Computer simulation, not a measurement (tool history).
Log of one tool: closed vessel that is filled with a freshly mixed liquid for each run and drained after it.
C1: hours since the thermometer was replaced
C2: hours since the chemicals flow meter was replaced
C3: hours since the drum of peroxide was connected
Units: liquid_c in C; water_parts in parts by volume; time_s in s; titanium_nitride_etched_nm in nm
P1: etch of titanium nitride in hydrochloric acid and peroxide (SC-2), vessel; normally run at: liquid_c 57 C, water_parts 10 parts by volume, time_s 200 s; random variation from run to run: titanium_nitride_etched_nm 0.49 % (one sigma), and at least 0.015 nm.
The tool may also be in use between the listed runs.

{"run": 1, "day": 0.158, "liquid_c": 57, "water_parts": 10, "time_s": 200, "C1": 453.3, "C2": 324.2, "C3": 132.4, "titanium_nitride_etched_nm": 6.0827}
{"run": 2, "day": 0.367, "liquid_c": 72, "water_parts": 10, "time_s": 200, "C1": 458.3, "C2": 329.2, "C3": 137.4, "titanium_nitride_etched_nm": 15.469}
{"run": 3, "day": 0.667, "liquid_c": 57, "water_parts": 10, "time_s": 320, "C1": 465.5, "C2": 336.4, "C3": 144.6, "titanium_nitride_etched_nm": 9.826}
{"day": 0.7, "done": "chemicals flow meter replaced"}
{"run": 4, "day": 0.812, "liquid_c": 57, "water_parts": 4, "time_s": 200, "C1": 469, "C2": 2.8, "C3": 148.1, "titanium_nitride_etched_nm": 12.262}
{"run": 5, "day": 1.079, "liquid_c": 57, "water_parts": 18, "time_s": 200, "C1": 475.4, "C2": 9.2, "C3": 154.5, "titanium_nitride_etched_nm": 3.7031}
{"run": 6, "day": 1.246, "liquid_c": 48.5, "water_parts": 16, "time_s": 200, "C1": 479.4, "C2": 13.2, "C3": 158.5, "titanium_nitride_etched_nm": 2.3383}
{"run": 7, "day": 1.45, "liquid_c": 57, "water_parts": 10, "time_s": 200, "C1": 484.3, "C2": 18.1, "C3": 163.4, "titanium_nitride_etched_nm": 6.1694}
{"run": 8, "day": 1.662, "liquid_c": 57, "water_parts": 10, "time_s": 200, "C1": 489.4, "C2": 23.2, "C3": 168.5, "titanium_nitride_etched_nm": 6.1296}
{"run": 9, "day": 1.829, "liquid_c": 57, "water_parts": 10, "time_s": 30, "C1": 493.4, "C2": 27.2, "C3": 172.5, "titanium_nitride_etched_nm": 0.91633}
{"run": 10, "day": 2.008, "liquid_c": 43, "water_parts": 10, "time_s": 200, "C1": 497.7, "C2": 31.5, "C3": 176.8, "titanium_nitride_etched_nm": 2.4171}
{"run": 11, "day": 2.225, "liquid_c": 57, "water_parts": 10, "time_s": 200, "C1": 502.9, "C2": 36.7, "C3": 182, "titanium_nitride_etched_nm": 6.1575}
{"run": 12, "day": 2.371, "liquid_c": 57, "water_parts": 10, "time_s": 200, "C1": 506.4, "C2": 40.2, "C3": 185.5, "titanium_nitride_etched_nm": 6.0891}
{"run": 13, "day": 2.567, "liquid_c": 57, "water_parts": 10, "time_s": 200, "C1": 511.1, "C2": 44.9, "C3": 190.2, "titanium_nitride_etched_nm": 6.1597}
{"run": 14, "day": 2.825, "liquid_c": 57, "water_parts": 10, "time_s": 200, "C1": 517.3, "C2": 51.1, "C3": 196.4, "titanium_nitride_etched_nm": 6.1649}
{"run": 15, "day": 3.008, "liquid_c": 57, "water_parts": 10, "time_s": 200, "C1": 521.7, "C2": 55.5, "C3": 200.8, "titanium_nitride_etched_nm": 6.2992}
{"run": 16, "day": 3.162, "liquid_c": 57, "water_parts": 10, "time_s": 200, "C1": 525.4, "C2": 59.2, "C3": 204.5, "titanium_nitride_etched_nm": 6.3659}
{"run": 17, "day": 3.417, "liquid_c": 57, "water_parts": 10, "time_s": 200, "C1": 531.5, "C2": 65.3, "C3": 210.6, "titanium_nitride_etched_nm": 6.5052}
{"run": 18, "day": 3.583, "liquid_c": 57, "water_parts": 10, "time_s": 200, "C1": 535.5, "C2": 69.3, "C3": 214.6, "titanium_nitride_etched_nm": 6.5112}
{"run": 19, "day": 3.817, "liquid_c": 57, "water_parts": 10, "time_s": 200, "C1": 541.1, "C2": 74.9, "C3": 220.2, "titanium_nitride_etched_nm": 6.6169}
{"run": 20, "day": 4.025, "liquid_c": 57, "water_parts": 10, "time_s": 200, "C1": 546.1, "C2": 79.9, "C3": 225.2, "titanium_nitride_etched_nm": 6.6836}
{"run": 21, "day": 4.333, "liquid_c": 57, "water_parts": 10, "time_s": 200, "C1": 553.5, "C2": 87.3, "C3": 232.6, "titanium_nitride_etched_nm": 6.7239}
{"run": 22, "day": 4.592, "liquid_c": 57, "water_parts": 10, "time_s": 200, "C1": 559.7, "C2": 93.5, "C3": 238.8, "titanium_nitride_etched_nm": 6.7536}
{"run": 23, "day": 4.867, "liquid_c": 57, "water_parts": 10, "time_s": 200, "C1": 566.3, "C2": 100.1, "C3": 245.4, "titanium_nitride_etched_nm": 6.7446}
{"run": 24, "day": 5.033, "liquid_c": 57, "water_parts": 10, "time_s": 200, "C1": 570.3, "C2": 104.1, "C3": 249.4, "titanium_nitride_etched_nm": 6.6777}
{"run": 25, "day": 5.308, "liquid_c": 57, "water_parts": 10, "time_s": 200, "C1": 576.9, "C2": 110.7, "C3": 256, "titanium_nitride_etched_nm": 6.7629}

What P1 gives has crept away from where it was. These 2 causes fit the log equally well, each at the size given:
A: liquid hotter than its thermometer reads (K) = 1.41
B: chemicals flow above the setpoint (%) = 11.4
The creep began at about day 2.825.
Why every other cause is out:
peroxide weaker than its label (%): at most 8, which would move titanium_nitride_etched_nm by -7.4 %: too little, or the wrong way

4 check runs are offered, each on 3 wafers whose results are averaged, their results left as question marks. Which one tells the causes apart?
{"run": "check 1", "day": 5.583, "liquid_c": 57, "water_parts": 10, "time_s": 90, "titanium_nitride_etched_nm": "?"}
{"run": "check 2", "day": 5.583, "liquid_c": 50.5, "water_parts": 4, "time_s": 200, "titanium_nitride_etched_nm": "?"}
{"run": "check 3", "day": 5.583, "liquid_c": 65, "water_parts": 10, "time_s": 75, "titanium_nitride_etched_nm": "?"}
{"run": "check 4", "day": 5.583, "liquid_c": 57, "water_parts": 16.5, "time_s": 200, "titanium_nitride_etched_nm": "?"}

What each check would give under each cause:
check=check_1 result=titanium_nitride_etched_nm if_A=3.028 if_B=3.0262
check=check_2 result=titanium_nitride_etched_nm if_A=8.843 if_B=8.6444
check=check_3 result=titanium_nitride_etched_nm if_A=4.1385 if_B=4.1534
check=check_4 result=titanium_nitride_etched_nm if_A=4.3646 if_B=4.3911
How far apart the two closest causes lie, in the result that separates them most: check 1 0.06 %; check 2 2.27 %; check 3 0.36 %; check 4 0.61 %
Check 2 tells the causes apart: in the others they would give nearly the same result.

Then check 2 was run and gave: titanium_nitride_etched_nm 8.8289 nm. Which cause is it?

It is A: liquid hotter than its thermometer reads (K).

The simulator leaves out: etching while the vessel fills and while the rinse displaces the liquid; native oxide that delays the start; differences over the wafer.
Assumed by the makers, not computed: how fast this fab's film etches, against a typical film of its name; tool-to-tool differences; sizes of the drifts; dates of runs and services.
